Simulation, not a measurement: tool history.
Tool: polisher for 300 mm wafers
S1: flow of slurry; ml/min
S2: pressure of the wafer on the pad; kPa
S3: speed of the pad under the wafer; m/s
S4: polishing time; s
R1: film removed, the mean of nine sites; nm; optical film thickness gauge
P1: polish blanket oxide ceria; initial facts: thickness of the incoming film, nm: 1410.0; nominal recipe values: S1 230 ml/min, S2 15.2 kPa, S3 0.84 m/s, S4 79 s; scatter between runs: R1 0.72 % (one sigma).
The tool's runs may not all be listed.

run,hour,S1,S2,S3,S4,R1
1,7.8,230,15.2,0.84,79,176.640
2,18.7,230,15.2,0.84,120,268.950
3,28.2,315,15.2,0.84,79,180.680
4,36.2,230,6.9,0.84,79,79.937
5,43.4,230,15.2,0.54,79,113.700
6,49.5,230,15.2,0.84,79,176.120
7,56.6,230,15.2,0.84,37,81.675
8,67.1,140,15.2,0.84,79,165.320
# hour 73.3: slurry nozzle cleaned
9,77.6,170,22.1,0.84,79,246.150
10,84.3,230,15.2,0.84,79,177.050
11,94.3,230,15.2,0.84,79,177.310
12,106.6,230,15.2,1.32,79,279.430
13,114.5,230,15.2,0.84,79,178.430
14,123.0,230,15.2,1.10,109,318.890
15,134.7,140,15.2,0.84,101,209.650
16,145.8,230,22.1,0.84,79,255.700
17,151.2,230,15.2,0.84,79,179.000
18,161.1,230,15.2,0.84,79,176.390
19,172.5,230,15.2,0.84,79,172.030
20,181.4,230,15.2,0.84,79,172.060
21,191.7,230,15.2,0.84,79,170.110
22,197.7,230,15.2,0.84,79,169.570
# hour 204.2: worn pad replaced by a new one
23,208.5,230,15.2,0.84,79,169.430
24,214.6,230,15.2,0.84,79,169.650
25,223.4,230,15.2,0.84,79,166.850
26,229.9,230,15.2,0.84,79,167.570
27,235.5,230,15.2,0.84,79,166.940
28,247.1,230,15.2,0.84,79,167.530
29,256.5,230,15.2,0.84,79,166.610

P1 has crept away from where it was. The log is fitted equally well by each of these 2 causes, at the sizes shown:
A: head's pressure below its setpoint, % = 5.52
B: slurry flow missing at the pad, % = 33.2
Onset of the creep was near hour 161.1.
Why every other cause is out:
removal rate lost through wear of the pad, %: serviced after onset, at hour 204.2, with no recovery of the prior output

Which of the check runs below tells the causes apart, meaning the causes would give it clearly different results? Each run uses 3 wafers whose results are averaged, and each result is shown as a question mark.
check 1,265.9,230,7.6,1.10,79,?
check 2,265.9,230,9.0,1.24,79,?
check 3,265.9,140,8.3,0.84,79,?
check 4,265.9,230,7.6,0.84,79,?

Outcome of each check run for each possible cause:
check,result,if A,if B
check 1,R1,109.180,109.200
check 2,R1,145.450,145.480
check 3,R1,84.554,81.854
check 4,R1,83.373,83.388
Distance between the nearest two causes, measured in the result of the check that separates them most: check 1 0.02 %; check 2 0.02 %; check 3 3.25 %; check 4 0.02 %
Check 3 tells the causes apart: in the others they would give nearly the same result.

Running check 3 produced the following: R1 84.089 nm. Which one of the listed causes fits?

It is A: head's pressure below its setpoint, %.
